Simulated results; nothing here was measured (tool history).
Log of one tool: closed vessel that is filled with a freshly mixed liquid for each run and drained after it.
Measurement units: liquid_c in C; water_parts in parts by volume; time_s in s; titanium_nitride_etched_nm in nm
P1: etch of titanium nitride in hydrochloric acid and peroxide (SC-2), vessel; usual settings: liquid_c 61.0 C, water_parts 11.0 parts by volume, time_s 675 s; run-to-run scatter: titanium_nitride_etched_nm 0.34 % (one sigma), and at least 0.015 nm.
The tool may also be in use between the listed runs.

run   hour  liquid_c  water_parts  time_s  hours since the thermometer was replaced  hours since the chemicals flow meter was replaced  hours since the drum of peroxide was connected  titanium_nitride_etched_nm
  1    5.2      61.0         11.0     675                                     668.1                                              715.9                                           154.0                     28.2820
  2   11.6      61.0         11.0     675                                     674.5                                              722.3                                           160.4                     28.4080
  3   17.4      61.0         18.5     675                                     680.3                                              728.1                                           166.2                     17.8590
  4   28.0      44.5         11.0     675                                     690.9                                              738.7                                           176.8                      9.5971
  5   33.2      61.0         11.0     675                                     696.1                                              743.9                                           182.0                     28.2070
  6   42.1      61.0          4.0     675                                     705.0                                              752.8                                           190.9                     61.3660
  7   51.0      46.0         18.5     675                                     713.9                                              761.7                                           199.8                      6.7707
  8   58.7      61.0         11.0     675                                     721.6                                              769.4                                           207.5                     28.3030
  9   69.4      72.0         11.0     675                                     732.3                                              780.1                                           218.2                     55.2160
 10   76.5      61.0         11.0     675                                     739.4                                              787.2                                           225.3                     28.3430
 11   81.4      61.0         11.0     350                                     744.3                                              792.1                                           230.2                     14.5910
 12   91.9      61.0         11.0    1115                                     754.8                                              802.6                                           240.7                     46.7690
 13   99.5      72.0          4.5     675                                     762.4                                              810.2                                           248.3                    110.1800
 14  109.8      61.0         11.0     675                                     772.7                                              820.5                                           258.6                     28.3740
 15  116.9      61.0         11.0     675                                     779.8                                              827.6                                           265.7                     27.4800
 16  126.4      61.0         11.0     675                                     789.3                                              837.1                                           275.2                     26.7650
 17  133.8      61.0         11.0     675                                     796.7                                              844.5                                           282.6                     26.3520
 18  142.5      61.0         11.0     675                                     805.4                                              853.2                                           291.3                     26.2530
     148.2  -- new drum of peroxide connected
 19  150.4      61.0         11.0     675                                     813.3                                              861.1                                             2.3                     26.0340
 20  156.4      61.0         11.0     675                                     819.3                                              867.1                                             8.3                     25.9930
 21  167.1      61.0         11.0     675                                     830.0                                              877.8                                            19.0                     25.8260
 22  173.9      61.0         11.0     675                                     836.8                                              884.6                                            25.8                     25.9690

Something has made what P1 gives creep away from where it was; the 2 causes below, each at its own stated size, fit the log equally well:
A: chemicals flow below the setpoint (%) = 9.94
B: liquid colder than its thermometer reads (K) = 1.43
The onset of the drift is placed at about hour 109.8.
Ruled out, with reasons:
peroxide weaker than its label (%): serviced at hour 148.2, after the drift had started, without restoring the earlier output

Which of the 4 check runs listed below, each an average over 2 wafers with its results shown as question marks, gives clearly different results under the different listed causes?
check 1  180.7      45.0          5.5     675                                                                                                                                                                        ?
check 2  180.7      72.0         11.0     420                                                                                                                                                                        ?
check 3  180.7      70.0         11.0    1000                                                                                                                                                                        ?
check 4  180.7      72.0         11.0     380                                                                                                                                                                        ?

How each check would come out, cause by cause:
  check                      result     if A     if B
check 1  titanium_nitride_etched_nm  15.9290  15.5980
check 2  titanium_nitride_etched_nm  31.3180  31.4860
check 3  titanium_nitride_etched_nm  66.2950  66.5850
check 4  titanium_nitride_etched_nm  28.3350  28.4870
Distance between the nearest two causes, measured in the result of the check that separates them most: check 1 2.1 %; check 2 0.54 %; check 3 0.44 %; check 4 0.54 %
Check 1 tells the causes apart: in the others they would give nearly the same result.

Running check 1 produced the following: titanium_nitride_etched_nm 15.6030 nm. Which one of the listed causes fits?

The cause is B: liquid colder than its thermometer reads (K).
